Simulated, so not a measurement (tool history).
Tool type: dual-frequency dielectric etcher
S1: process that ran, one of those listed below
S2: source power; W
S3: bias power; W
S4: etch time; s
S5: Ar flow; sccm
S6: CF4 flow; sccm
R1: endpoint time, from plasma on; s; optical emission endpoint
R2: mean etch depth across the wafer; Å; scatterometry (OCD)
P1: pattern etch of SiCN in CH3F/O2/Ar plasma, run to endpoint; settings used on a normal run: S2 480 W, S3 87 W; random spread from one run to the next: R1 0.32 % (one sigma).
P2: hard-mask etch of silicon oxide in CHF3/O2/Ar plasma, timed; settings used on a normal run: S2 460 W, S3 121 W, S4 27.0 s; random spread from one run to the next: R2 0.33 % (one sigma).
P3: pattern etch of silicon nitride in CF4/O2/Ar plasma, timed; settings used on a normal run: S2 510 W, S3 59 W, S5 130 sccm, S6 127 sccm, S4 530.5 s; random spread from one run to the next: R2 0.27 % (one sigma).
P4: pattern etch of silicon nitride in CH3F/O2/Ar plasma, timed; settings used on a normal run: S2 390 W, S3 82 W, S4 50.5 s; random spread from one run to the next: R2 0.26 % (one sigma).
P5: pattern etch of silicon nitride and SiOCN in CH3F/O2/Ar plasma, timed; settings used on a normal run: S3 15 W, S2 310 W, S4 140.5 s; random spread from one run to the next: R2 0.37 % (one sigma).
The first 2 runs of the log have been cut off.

| run | hour | S1 | S2 | S3 | S4 | S5 | S6 | R1 | R2 |
|---|---|---|---|---|---|---|---|---|---|
| 3 | 44.7 | P4 | 390 | 98 | 50.5 |  |  |  | 399.14 |
| 4 | 52.1 | P1 | 480 | 60 |  |  |  | 28.394 |  |
| 5 | 60.3 | P3 | 320 | 59 | 530.5 | 130 | 127 |  | 7193.40 |
| 6 | 70.8 | P1 | 480 | 87 |  |  |  | 24.980 |  |
| 7 | 86.2 | P3 | 510 | 59 | 530.5 | 130 | 179 |  | 11193.00 |
| 8 | 95.0 | P1 | 350 | 87 |  |  |  | 28.245 |  |
| 9 | 108.3 | P2 | 340 | 121 | 27.0 |  |  |  | 374.57 |
| 10 | 125.2 | P1 | 480 | 103 |  |  |  | 23.710 |  |
| 11 | 138.8 | P1 | 660 | 87 |  |  |  | 22.265 |  |
| 12 | 155.8 | P1 | 630 | 116 |  |  |  | 20.446 |  |
|  | 164.6 | source power generator calibrated |
| 13 | 170.6 | P3 | 510 | 43 | 530.5 | 130 | 127 |  | 9628.40 |
| 14 | 181.6 | P3 | 510 | 59 | 530.5 | 91 | 127 |  | 11191.00 |
| 15 | 192.7 | P2 | 460 | 154 | 27.0 |  |  |  | 453.59 |
| 16 | 206.1 | P3 | 510 | 59 | 393.5 | 130 | 127 |  | 7949.50 |
| 17 | 221.2 | P4 | 390 | 82 | 50.5 |  |  |  | 373.47 |
| 18 | 230.5 | P1 | 480 | 87 |  |  |  | 25.090 |  |
| 19 | 238.4 | P1 | 480 | 87 |  |  |  | 25.128 |  |
| 20 | 254.5 | P5 | 310 | 15 | 100.5 |  |  |  | 103.17 |
| 21 | 271.4 | P4 | 260 | 82 | 50.5 |  |  |  | 320.73 |
| 22 | 279.1 | P1 | 670 | 113 |  |  |  | 20.052 |  |
| 23 | 295.1 | P2 | 460 | 121 | 27.0 |  |  |  | 418.92 |
| 24 | 305.8 | P5 | 240 | 15 | 140.5 |  |  |  | 132.85 |
| 25 | 322.6 | P5 | 310 | 15 | 140.5 |  |  |  | 144.91 |
| 26 | 333.2 | P2 | 460 | 121 | 20.0 |  |  |  | 310.77 |

For run 27, what comes out?
| 27 | 342.9 | P3 | 510 | 59 | 530.5 | 130 | 127 |  | ? |

{"run 27": {"R2": 10764.0}}
